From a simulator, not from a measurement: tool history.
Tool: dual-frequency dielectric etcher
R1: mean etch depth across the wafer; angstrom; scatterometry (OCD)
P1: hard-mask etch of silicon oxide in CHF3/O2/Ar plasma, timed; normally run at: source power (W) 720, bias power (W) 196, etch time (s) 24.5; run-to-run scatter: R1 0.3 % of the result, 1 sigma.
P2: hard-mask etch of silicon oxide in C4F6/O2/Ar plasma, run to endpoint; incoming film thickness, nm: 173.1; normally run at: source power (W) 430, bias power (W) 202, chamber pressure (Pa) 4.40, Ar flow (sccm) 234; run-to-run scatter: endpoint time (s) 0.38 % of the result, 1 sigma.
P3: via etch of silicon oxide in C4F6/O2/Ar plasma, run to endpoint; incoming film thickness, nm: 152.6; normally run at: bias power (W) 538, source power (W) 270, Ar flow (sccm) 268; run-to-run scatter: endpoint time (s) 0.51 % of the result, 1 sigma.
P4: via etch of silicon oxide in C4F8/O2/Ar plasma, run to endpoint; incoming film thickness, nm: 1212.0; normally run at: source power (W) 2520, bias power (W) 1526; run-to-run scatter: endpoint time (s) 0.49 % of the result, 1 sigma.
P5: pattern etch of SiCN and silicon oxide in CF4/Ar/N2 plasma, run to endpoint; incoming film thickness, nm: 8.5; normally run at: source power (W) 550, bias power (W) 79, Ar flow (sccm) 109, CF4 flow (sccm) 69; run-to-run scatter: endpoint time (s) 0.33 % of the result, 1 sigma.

run 1 hour=5.1 | process_that_ran=P1 source_power_(W)=720 bias_power_(W)=196 etch_time_(s)=24.5 | R1=539.76
run 2 hour=9.8 | process_that_ran=P3 source_power_(W)=270 bias_power_(W)=710 Ar_flow_(sccm)=268 | endpoint_time_(s)=33.0590
run 3 hour=13.0 | process_that_ran=P4 source_power_(W)=2520 bias_power_(W)=1526 | endpoint_time_(s)=241.1400
run 4 hour=16.4 | process_that_ran=P4 source_power_(W)=1490 bias_power_(W)=1526 | endpoint_time_(s)=300.4900
run 5 hour=21.5 | process_that_ran=P3 source_power_(W)=270 bias_power_(W)=538 Ar_flow_(sccm)=268 | endpoint_time_(s)=37.2080
run 6 hour=25.3 | process_that_ran=P2 source_power_(W)=430 bias_power_(W)=202 Ar_flow_(sccm)=234 chamber_pressure_(Pa)=5.27 | endpoint_time_(s)=53.1080
run 7 hour=30.8 | process_that_ran=P2 source_power_(W)=290 bias_power_(W)=202 Ar_flow_(sccm)=234 chamber_pressure_(Pa)=4.40 | endpoint_time_(s)=60.2380
run 8 hour=37.8 | process_that_ran=P3 source_power_(W)=270 bias_power_(W)=538 Ar_flow_(sccm)=268 | endpoint_time_(s)=37.1830
run 9 hour=42.2 | process_that_ran=P1 source_power_(W)=720 bias_power_(W)=196 etch_time_(s)=19.0 | R1=416.46
run 10 hour=46.9 | process_that_ran=P1 source_power_(W)=540 bias_power_(W)=196 etch_time_(s)=24.5 | R1=482.30
run 11 hour=50.7 | process_that_ran=P1 source_power_(W)=720 bias_power_(W)=196 etch_time_(s)=34.0 | R1=750.16
run 12 hour=56.4 | process_that_ran=P1 source_power_(W)=880 bias_power_(W)=196 etch_time_(s)=24.5 | R1=582.59
run 13 hour=63.5 | process_that_ran=P5 source_power_(W)=550 bias_power_(W)=79 Ar_flow_(sccm)=69 CF4_flow_(sccm)=69 | endpoint_time_(s)=7.7144
run 14 hour=68.9 | process_that_ran=P5 source_power_(W)=550 bias_power_(W)=79 Ar_flow_(sccm)=109 CF4_flow_(sccm)=69 | endpoint_time_(s)=8.2875
run 15 hour=74.3 | process_that_ran=P5 source_power_(W)=710 bias_power_(W)=79 Ar_flow_(sccm)=109 CF4_flow_(sccm)=69 | endpoint_time_(s)=6.5989
-- hour=76.9 bias power generator calibrated
run 16 hour=77.8 | process_that_ran=P2 source_power_(W)=430 bias_power_(W)=138 Ar_flow_(sccm)=234 chamber_pressure_(Pa)=4.40 | endpoint_time_(s)=58.3180
run 17 hour=81.1 | process_that_ran=P1 source_power_(W)=720 bias_power_(W)=196 etch_time_(s)=24.5 | R1=538.34
run 18 hour=88.3 | process_that_ran=P1 source_power_(W)=720 bias_power_(W)=233 etch_time_(s)=24.5 | R1=570.17
run 19 hour=92.9 | process_that_ran=P1 source_power_(W)=720 bias_power_(W)=268 etch_time_(s)=15.5 | R1=379.27
run 20 hour=96.5 | process_that_ran=P4 source_power_(W)=2520 bias_power_(W)=1094 | endpoint_time_(s)=261.1700
run 21 hour=103.3 | process_that_ran=P1 source_power_(W)=720 bias_power_(W)=196 etch_time_(s)=24.5 | R1=540.56
run 22 hour=108.5 | process_that_ran=P5 source_power_(W)=550 bias_power_(W)=79 Ar_flow_(sccm)=109 CF4_flow_(sccm)=69 | endpoint_time_(s)=8.3135
run 23 hour=112.9 | process_that_ran=P5 source_power_(W)=550 bias_power_(W)=49 Ar_flow_(sccm)=109 CF4_flow_(sccm)=69 | endpoint_time_(s)=9.6605
run 24 hour=118.6 | process_that_ran=P1 source_power_(W)=720 bias_power_(W)=196 etch_time_(s)=24.5 | R1=538.68
run 25 hour=124.7 | process_that_ran=P2 source_power_(W)=430 bias_power_(W)=202 Ar_flow_(sccm)=147 chamber_pressure_(Pa)=4.40 | endpoint_time_(s)=49.2390
run 26 hour=131.2 | process_that_ran=P3 source_power_(W)=270 bias_power_(W)=538 Ar_flow_(sccm)=191 | endpoint_time_(s)=35.8490
run 27 hour=135.1 | process_that_ran=P1 source_power_(W)=720 bias_power_(W)=196 etch_time_(s)=24.5 | R1=540.60
run 28 hour=139.8 | process_that_ran=P2 source_power_(W)=430 bias_power_(W)=202 Ar_flow_(sccm)=234 chamber_pressure_(Pa)=4.40 | endpoint_time_(s)=51.9420
run 29 hour=143.3 | process_that_ran=P1 source_power_(W)=720 bias_power_(W)=234 etch_time_(s)=32.0 | R1=746.70
run 30 hour=148.2 | process_that_ran=P1 source_power_(W)=840 bias_power_(W)=147 etch_time_(s)=24.5 | R1=520.42
run 31 hour=155.1 | process_that_ran=P3 source_power_(W)=160 bias_power_(W)=538 Ar_flow_(sccm)=268 | endpoint_time_(s)=45.0400
run 32 hour=159.9 | process_that_ran=P1 source_power_(W)=720 bias_power_(W)=196 etch_time_(s)=24.5 | R1=538.54
run 33 hour=164.2 | process_that_ran=P5 source_power_(W)=550 bias_power_(W)=79 Ar_flow_(sccm)=109 CF4_flow_(sccm)=93 | endpoint_time_(s)=7.9053
run 34 hour=170.4 | process_that_ran=P1 source_power_(W)=720 bias_power_(W)=133 etch_time_(s)=24.5 | R1=474.09

Run 35 comes next. What will it give?
run 35 hour=175.7 | process_that_ran=P1 source_power_(W)=720 bias_power_(W)=196 etch_time_(s)=24.5 | R1=?

{"run 35": {"R1": 539.19}}
